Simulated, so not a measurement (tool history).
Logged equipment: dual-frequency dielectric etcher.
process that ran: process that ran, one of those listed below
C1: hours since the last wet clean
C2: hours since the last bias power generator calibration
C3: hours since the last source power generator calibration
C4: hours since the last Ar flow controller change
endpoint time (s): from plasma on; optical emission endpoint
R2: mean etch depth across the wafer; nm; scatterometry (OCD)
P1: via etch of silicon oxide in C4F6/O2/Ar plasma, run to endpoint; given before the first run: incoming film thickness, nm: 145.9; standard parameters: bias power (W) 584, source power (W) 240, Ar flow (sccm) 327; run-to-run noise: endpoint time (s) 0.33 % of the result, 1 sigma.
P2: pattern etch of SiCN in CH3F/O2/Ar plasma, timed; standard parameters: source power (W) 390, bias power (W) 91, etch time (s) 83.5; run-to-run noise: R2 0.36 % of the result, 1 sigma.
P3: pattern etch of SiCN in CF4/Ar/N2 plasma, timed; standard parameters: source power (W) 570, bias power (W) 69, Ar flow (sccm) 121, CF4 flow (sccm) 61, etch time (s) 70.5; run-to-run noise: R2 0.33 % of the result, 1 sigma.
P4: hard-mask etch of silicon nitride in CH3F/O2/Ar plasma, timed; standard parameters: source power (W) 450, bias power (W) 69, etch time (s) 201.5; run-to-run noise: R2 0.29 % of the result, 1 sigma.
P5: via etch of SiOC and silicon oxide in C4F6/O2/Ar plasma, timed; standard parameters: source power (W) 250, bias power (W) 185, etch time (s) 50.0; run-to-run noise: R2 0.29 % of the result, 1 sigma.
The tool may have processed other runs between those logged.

{"run": 1, "hour": 4.4, "process that ran": "P1", "bias power (W)": 584, "source power (W)": 240, "Ar flow (sccm)": 327, "C1": 197.3, "C2": 884.3, "C3": 585.9, "C4": 1129.3, "endpoint time (s)": 37.548}
{"run": 2, "hour": 6.9, "process that ran": "P1", "bias power (W)": 584, "source power (W)": 300, "Ar flow (sccm)": 327, "C1": 199.8, "C2": 886.8, "C3": 588.4, "C4": 1131.8, "endpoint time (s)": 34.441}
{"run": 3, "hour": 10.5, "process that ran": "P1", "bias power (W)": 409, "source power (W)": 240, "Ar flow (sccm)": 327, "C1": 203.4, "C2": 890.4, "C3": 592.0, "C4": 1135.4, "endpoint time (s)": 42.857}
{"run": 4, "hour": 13.7, "process that ran": "P3", "bias power (W)": 69, "source power (W)": 340, "Ar flow (sccm)": 121, "CF4 flow (sccm)": 61, "etch time (s)": 70.5, "C1": 206.6, "C2": 893.6, "C3": 595.2, "C4": 1138.6, "R2": 45.023}
{"run": 5, "hour": 16.8, "process that ran": "P3", "bias power (W)": 69, "source power (W)": 570, "Ar flow (sccm)": 121, "CF4 flow (sccm)": 61, "etch time (s)": 39.0, "C1": 209.7, "C2": 896.7, "C3": 598.3, "C4": 1141.7, "R2": 38.884}
{"run": 6, "hour": 20.3, "process that ran": "P2", "bias power (W)": 91, "source power (W)": 390, "etch time (s)": 83.5, "C1": 213.2, "C2": 900.2, "C3": 601.8, "C4": 1145.2, "R2": 35.192}
{"run": 7, "hour": 24.6, "process that ran": "P1", "bias power (W)": 584, "source power (W)": 240, "Ar flow (sccm)": 327, "C1": 217.5, "C2": 904.5, "C3": 606.1, "C4": 1149.5, "endpoint time (s)": 37.682}
{"run": 8, "hour": 29.0, "process that ran": "P1", "bias power (W)": 723, "source power (W)": 240, "Ar flow (sccm)": 327, "C1": 221.9, "C2": 908.9, "C3": 610.5, "C4": 1153.9, "endpoint time (s)": 34.446}
{"run": 9, "hour": 32.1, "process that ran": "P3", "bias power (W)": 95, "source power (W)": 570, "Ar flow (sccm)": 121, "CF4 flow (sccm)": 61, "etch time (s)": 70.5, "C1": 225.0, "C2": 912.0, "C3": 613.6, "C4": 1157.0, "R2": 79.326}
{"run": 10, "hour": 35.5, "process that ran": "P5", "bias power (W)": 185, "source power (W)": 250, "etch time (s)": 50.0, "C1": 228.4, "C2": 915.4, "C3": 617.0, "C4": 1160.4, "R2": 46.347}
{"run": 11, "hour": 39.8, "process that ran": "P1", "bias power (W)": 584, "source power (W)": 280, "Ar flow (sccm)": 227, "C1": 232.7, "C2": 919.7, "C3": 621.3, "C4": 1164.7, "endpoint time (s)": 34.095}
{"run": 12, "hour": 42.5, "process that ran": "P1", "bias power (W)": 448, "source power (W)": 240, "Ar flow (sccm)": 215, "C1": 235.4, "C2": 922.4, "C3": 624.0, "C4": 1167.4, "endpoint time (s)": 39.682}
{"run": 13, "hour": 47.5, "process that ran": "P1", "bias power (W)": 584, "source power (W)": 240, "Ar flow (sccm)": 327, "C1": 240.4, "C2": 927.4, "C3": 629.0, "C4": 1172.4, "endpoint time (s)": 37.569}
{"run": 14, "hour": 53.0, "process that ran": "P2", "bias power (W)": 129, "source power (W)": 390, "etch time (s)": 83.5, "C1": 245.9, "C2": 932.9, "C3": 634.5, "C4": 1177.9, "R2": 40.224}
{"run": 15, "hour": 56.5, "process that ran": "P1", "bias power (W)": 584, "source power (W)": 240, "Ar flow (sccm)": 327, "C1": 249.4, "C2": 936.4, "C3": 638.0, "C4": 1181.4, "endpoint time (s)": 37.507}
{"run": 16, "hour": 60.7, "process that ran": "P3", "bias power (W)": 69, "source power (W)": 570, "Ar flow (sccm)": 121, "CF4 flow (sccm)": 61, "etch time (s)": 70.5, "C1": 253.6, "C2": 940.6, "C3": 642.2, "C4": 1185.6, "R2": 70.291}
{"run": 17, "hour": 63.5, "process that ran": "P1", "bias power (W)": 584, "source power (W)": 190, "Ar flow (sccm)": 327, "C1": 256.4, "C2": 943.4, "C3": 645.0, "C4": 1188.4, "endpoint time (s)": 40.615}
{"run": 18, "hour": 68.9, "process that ran": "P4", "bias power (W)": 69, "source power (W)": 340, "etch time (s)": 201.5, "C1": 261.8, "C2": 948.8, "C3": 650.4, "C4": 1193.8, "R2": 125.89}
{"run": 19, "hour": 72.6, "process that ran": "P5", "bias power (W)": 185, "source power (W)": 330, "etch time (s)": 50.0, "C1": 265.5, "C2": 952.5, "C3": 654.1, "C4": 1197.5, "R2": 51.684}
{"run": 20, "hour": 77.1, "process that ran": "P5", "bias power (W)": 185, "source power (W)": 250, "etch time (s)": 50.0, "C1": 270.0, "C2": 957.0, "C3": 658.6, "C4": 1202.0, "R2": 46.312}
{"run": 21, "hour": 80.7, "process that ran": "P5", "bias power (W)": 238, "source power (W)": 250, "etch time (s)": 50.0, "C1": 273.6, "C2": 960.6, "C3": 662.2, "C4": 1205.6, "R2": 50.609}
{"run": 22, "hour": 85.1, "process that ran": "P2", "bias power (W)": 91, "source power (W)": 390, "etch time (s)": 83.5, "C1": 278.0, "C2": 965.0, "C3": 666.6, "C4": 1210.0, "R2": 34.809}
{"run": 23, "hour": 88.3, "process that ran": "P3", "bias power (W)": 69, "source power (W)": 570, "Ar flow (sccm)": 121, "CF4 flow (sccm)": 43, "etch time (s)": 70.5, "C1": 281.2, "C2": 968.2, "C3": 669.8, "C4": 1213.2, "R2": 66.175}
{"run": 24, "hour": 92.5, "process that ran": "P1", "bias power (W)": 584, "source power (W)": 240, "Ar flow (sccm)": 413, "C1": 285.4, "C2": 972.4, "C3": 674.0, "C4": 1217.4, "endpoint time (s)": 38.44}
{"run": 25, "hour": 96.6, "process that ran": "P1", "bias power (W)": 584, "source power (W)": 240, "Ar flow (sccm)": 252, "C1": 289.5, "C2": 976.5, "C3": 678.1, "C4": 1221.5, "endpoint time (s)": 36.627}
{"run": 26, "hour": 99.2, "process that ran": "P2", "bias power (W)": 91, "source power (W)": 390, "etch time (s)": 114.0, "C1": 292.1, "C2": 979.1, "C3": 680.7, "C4": 1224.1, "R2": 47.706}
{"run": 27, "hour": 103.9, "process that ran": "P4", "bias power (W)": 69, "source power (W)": 450, "etch time (s)": 201.5, "C1": 296.8, "C2": 983.8, "C3": 685.4, "C4": 1228.8, "R2": 140.88}
{"run": 28, "hour": 108.8, "process that ran": "P2", "bias power (W)": 91, "source power (W)": 480, "etch time (s)": 83.5, "C1": 301.7, "C2": 988.7, "C3": 690.3, "C4": 1233.7, "R2": 37.796}
{"run": 29, "hour": 112.2, "process that ran": "P5", "bias power (W)": 185, "source power (W)": 250, "etch time (s)": 33.0, "C1": 305.1, "C2": 992.1, "C3": 693.7, "C4": 1237.1, "R2": 30.499}
{"run": 30, "hour": 116.3, "process that ran": "P3", "bias power (W)": 69, "source power (W)": 570, "Ar flow (sccm)": 162, "CF4 flow (sccm)": 61, "etch time (s)": 70.5, "C1": 309.2, "C2": 996.2, "C3": 697.8, "C4": 1241.2, "R2": 67.331}
{"run": 31, "hour": 122.1, "process that ran": "P4", "bias power (W)": 69, "source power (W)": 450, "etch time (s)": 124.5, "C1": 315.0, "C2": 1002.0, "C3": 703.6, "C4": 1247.0, "R2": 86.416}
{"run": 32, "hour": 125.0, "process that ran": "P4", "bias power (W)": 42, "source power (W)": 450, "etch time (s)": 201.5, "C1": 317.9, "C2": 1004.9, "C3": 706.5, "C4": 1249.9, "R2": 120.41}
{"run": 33, "hour": 128.8, "process that ran": "P1", "bias power (W)": 584, "source power (W)": 240, "Ar flow (sccm)": 327, "C1": 321.7, "C2": 1008.7, "C3": 710.3, "C4": 1253.7, "endpoint time (s)": 37.633}
{"run": 34, "hour": 134.1, "process that ran": "P1", "bias power (W)": 584, "source power (W)": 240, "Ar flow (sccm)": 327, "C1": 327.0, "C2": 1014.0, "C3": 715.6, "C4": 1259.0, "endpoint time (s)": 37.683}
{"run": 35, "hour": 139.0, "process that ran": "P1", "bias power (W)": 584, "source power (W)": 240, "Ar flow (sccm)": 327, "C1": 331.9, "C2": 1018.9, "C3": 720.5, "C4": 1263.9, "endpoint time (s)": 38.009}
{"hour": 141.4, "done": "wet clean of the chamber"}
{"run": 36, "hour": 142.9, "process that ran": "P1", "bias power (W)": 584, "source power (W)": 240, "Ar flow (sccm)": 327, "C1": 1.5, "C2": 1022.8, "C3": 724.4, "C4": 1267.8, "endpoint time (s)": 38.183}
{"run": 37, "hour": 145.7, "process that ran": "P1", "bias power (W)": 584, "source power (W)": 240, "Ar flow (sccm)": 327, "C1": 4.3, "C2": 1025.6, "C3": 727.2, "C4": 1270.6, "endpoint time (s)": 38.033}
{"run": 38, "hour": 148.7, "process that ran": "P1", "bias power (W)": 584, "source power (W)": 240, "Ar flow (sccm)": 327, "C1": 7.3, "C2": 1028.6, "C3": 730.2, "C4": 1273.6, "endpoint time (s)": 38.162}
{"run": 39, "hour": 151.8, "process that ran": "P1", "bias power (W)": 584, "source power (W)": 240, "Ar flow (sccm)": 327, "C1": 10.4, "C2": 1031.7, "C3": 733.3, "C4": 1276.7, "endpoint time (s)": 38.199}
{"hour": 152.9, "done": "Ar flow controller replaced"}
{"run": 40, "hour": 154.6, "process that ran": "P1", "bias power (W)": 584, "source power (W)": 240, "Ar flow (sccm)": 327, "C1": 13.2, "C2": 1034.5, "C3": 736.1, "C4": 1.7, "endpoint time (s)": 38.083}
{"run": 41, "hour": 157.5, "process that ran": "P1", "bias power (W)": 584, "source power (W)": 240, "Ar flow (sccm)": 327, "C1": 16.1, "C2": 1037.4, "C3": 739.0, "C4": 4.6, "endpoint time (s)": 38.357}
{"run": 42, "hour": 162.9, "process that ran": "P1", "bias power (W)": 584, "source power (W)": 240, "Ar flow (sccm)": 327, "C1": 21.5, "C2": 1042.8, "C3": 744.4, "C4": 10.0, "endpoint time (s)": 38.2}

Compared with where it was, what P1 gives has crept away. Each cause listed below fits the log as well as the rest, at the size given for it:
A: bias power that arrives under what is set, % = 4.17
B: source power that arrives under what is set, % = 4.47
The process output started creeping at around hour 128.8.
All other causes, with the reason each is excluded:
chamber walls in a state that lowers the etch rate, %: serviced at hour 141.4, which brought nothing back
Ar flow that arrives over what is set, %: serviced at hour 152.9, which brought nothing back

Which of the 4 check runs listed below separates the causes, so that each cause would produce a clearly different result? Each run uses one wafer, and its results are marked with question marks.
{"run": "check 1", "hour": 168.3, "process that ran": "P4", "bias power (W)": 55, "source power (W)": 450, "etch time (s)": 133.5, "R2": "?"}
{"run": "check 2", "hour": 168.3, "process that ran": "P5", "bias power (W)": 219, "source power (W)": 250, "etch time (s)": 50.0, "R2": "?"}
{"run": "check 3", "hour": 168.3, "process that ran": "P3", "bias power (W)": 69, "source power (W)": 570, "Ar flow (sccm)": 158, "CF4 flow (sccm)": 61, "etch time (s)": 40.0, "R2": "?"}
{"run": "check 4", "hour": 168.3, "process that ran": "P2", "bias power (W)": 109, "source power (W)": 390, "etch time (s)": 103.0, "R2": "?"}

How each check would come out, cause by cause:
check=check_1 result=R2 if_A=85.367 if_B=85.006
check=check_2 result=R2 if_A=48.454 if_B=48.323
check=check_3 result=R2 if_A=37.600 if_B=36.711
check=check_4 result=R2 if_A=45.454 if_B=45.432
Separation of the two closest causes in each check, using whichever result separates them best: check 1 0.42 %; check 2 0.27 %; check 3 2.39 %; check 4 0.05 %
Check 3 distinguishes between the causes, while the remaining checks would return nearly the same result for all of them.

The results of check 3 are: R2 37.663 nm. Based on these, which of the listed causes is it?

It was cause A: bias power that arrives under what is set, %.
